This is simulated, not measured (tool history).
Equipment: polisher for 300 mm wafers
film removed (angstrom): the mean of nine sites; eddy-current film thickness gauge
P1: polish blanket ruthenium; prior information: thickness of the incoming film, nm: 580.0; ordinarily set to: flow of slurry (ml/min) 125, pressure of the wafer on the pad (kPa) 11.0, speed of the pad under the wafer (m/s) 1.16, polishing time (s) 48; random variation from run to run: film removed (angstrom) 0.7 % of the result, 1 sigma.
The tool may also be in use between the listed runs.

| run | day | flow of slurry (ml/min) | pressure of the wafer on the pad (kPa) | speed of the pad under the wafer (m/s) | polishing time (s) | wafers polished on this pad | hours since the slurry nozzle was cleaned | hours since the head pressure was calibrated | film removed (angstrom) |
|---|---|---|---|---|---|---|---|---|---|
| 1 | 0.496 | 125 | 11.0 | 1.16 | 48 | 424 | 99.8 | 312.7 | 459.33 |
| 2 | 0.904 | 125 | 11.0 | 1.16 | 48 | 545 | 109.6 | 322.5 | 457.53 |
| 3 | 1.288 | 195 | 11.0 | 1.16 | 48 | 659 | 118.8 | 331.7 | 495.10 |
| 4 | 1.612 | 125 | 11.0 | 1.16 | 48 | 755 | 126.6 | 339.5 | 460.89 |
| 5 | 2.175 | 125 | 11.0 | 1.16 | 48 | 921 | 140.1 | 353.0 | 464.45 |
| 6 | 2.738 | 185 | 11.0 | 1.16 | 25 | 1088 | 153.6 | 366.5 | 261.63 |
| 7 | 3.275 | 125 | 11.0 | 1.16 | 48 | 1247 | 166.5 | 379.4 | 461.23 |
| 8 | 3.558 | 125 | 11.0 | 1.16 | 76 | 1331 | 173.3 | 386.2 | 740.61 |
| 9 | 4.000 | 125 | 11.0 | 0.56 | 48 | 1461 | 183.9 | 396.8 | 222.87 |
|  | 4.050 | slurry nozzle cleaned |
|  | 4.350 | head pressure recalibrated |
| 10 | 4.508 | 125 | 11.0 | 1.16 | 48 | 1612 | 11.0 | 3.8 | 455.07 |
| 11 | 4.812 | 125 | 11.0 | 1.16 | 24 | 1702 | 18.3 | 11.1 | 230.55 |
| 12 | 5.092 | 125 | 5.5 | 1.16 | 48 | 1784 | 25.0 | 17.8 | 230.25 |
| 13 | 5.600 | 125 | 11.0 | 1.16 | 48 | 1935 | 37.2 | 30.0 | 461.77 |
| 14 | 5.975 | 125 | 11.0 | 1.82 | 48 | 2046 | 46.2 | 39.0 | 715.43 |
| 15 | 6.525 | 180 | 11.0 | 1.60 | 48 | 2208 | 59.4 | 52.2 | 678.60 |
| 16 | 6.829 | 125 | 17.2 | 1.16 | 48 | 2298 | 66.7 | 59.5 | 717.63 |
| 17 | 7.283 | 75 | 11.0 | 1.16 | 48 | 2433 | 77.6 | 70.4 | 404.02 |
| 18 | 7.717 | 125 | 11.0 | 1.16 | 48 | 2561 | 88.0 | 80.8 | 461.81 |
| 19 | 8.188 | 125 | 11.0 | 1.16 | 48 | 2700 | 99.3 | 92.1 | 445.95 |
| 20 | 8.554 | 125 | 11.0 | 1.16 | 48 | 2809 | 108.1 | 100.9 | 441.23 |
| 21 | 8.992 | 125 | 11.0 | 1.16 | 48 | 2938 | 118.6 | 111.4 | 427.78 |
| 22 | 9.592 | 125 | 11.0 | 1.16 | 48 | 3116 | 133.0 | 125.8 | 420.12 |
|  | 9.692 | worn pad replaced by a new one |
| 23 | 10.108 | 125 | 11.0 | 1.16 | 48 | 124 | 145.4 | 138.2 | 419.34 |
| 24 | 10.600 | 125 | 11.0 | 1.16 | 48 | 269 | 157.2 | 150.0 | 415.66 |
| 25 | 11.175 | 125 | 11.0 | 1.16 | 48 | 439 | 171.0 | 163.8 | 412.36 |
| 26 | 11.725 | 125 | 11.0 | 1.16 | 48 | 602 | 184.2 | 177.0 | 409.90 |
| 27 | 12.196 | 125 | 11.0 | 1.16 | 48 | 741 | 195.5 | 188.3 | 410.13 |

The output of P1 has drifted from where it used to be. Each of the 2 causes below, taken at the size shown beside it, accounts for the log equally well:
A: head's pressure below its setpoint, % = 10.9
B: slurry flow missing at the pad, % = 36.8
The process output started creeping at around day 7.717.
Other possible causes, and why each is ruled out:
removal rate lost through wear of the pad, %: was serviced at day 9.692, once the creep was under way, yet the earlier output never came back

Of the 4 check runs below, each run on 3 wafers with the results averaged and each result still a question mark, which one would tell the listed causes apart?
| check 1 | 12.667 | 185 | 11.0 | 1.16 | 48 |  |  |  | ? |
| check 2 | 12.667 | 125 | 11.0 | 1.78 | 48 |  |  |  | ? |
| check 3 | 12.667 | 125 | 11.0 | 0.88 | 25 |  |  |  | ? |
| check 4 | 12.667 | 125 | 7.6 | 1.16 | 48 |  |  |  | ? |

Outcome of each check run for each possible cause:
| check | result | if A | if B |
|---|---|---|---|
| check 1 | film removed (angstrom) | 439.57 | 455.07 |
| check 2 | film removed (angstrom) | 630.93 | 631.23 |
| check 3 | film removed (angstrom) | 162.46 | 162.53 |
| check 4 | film removed (angstrom) | 282.68 | 282.81 |
Gap, in per cent, between the two causes that each check separates least, read from the result that separates them most: check 1 3.47 %; check 2 0.05 %; check 3 0.05 %; check 4 0.05 %
Of the check runs offered, only check 1 discriminates between the causes; the rest would read about the same regardless of which cause applies.

Here is what check 1 returned: film removed (angstrom) 452.63. Which cause is it?

It was cause B: slurry flow missing at the pad, %.

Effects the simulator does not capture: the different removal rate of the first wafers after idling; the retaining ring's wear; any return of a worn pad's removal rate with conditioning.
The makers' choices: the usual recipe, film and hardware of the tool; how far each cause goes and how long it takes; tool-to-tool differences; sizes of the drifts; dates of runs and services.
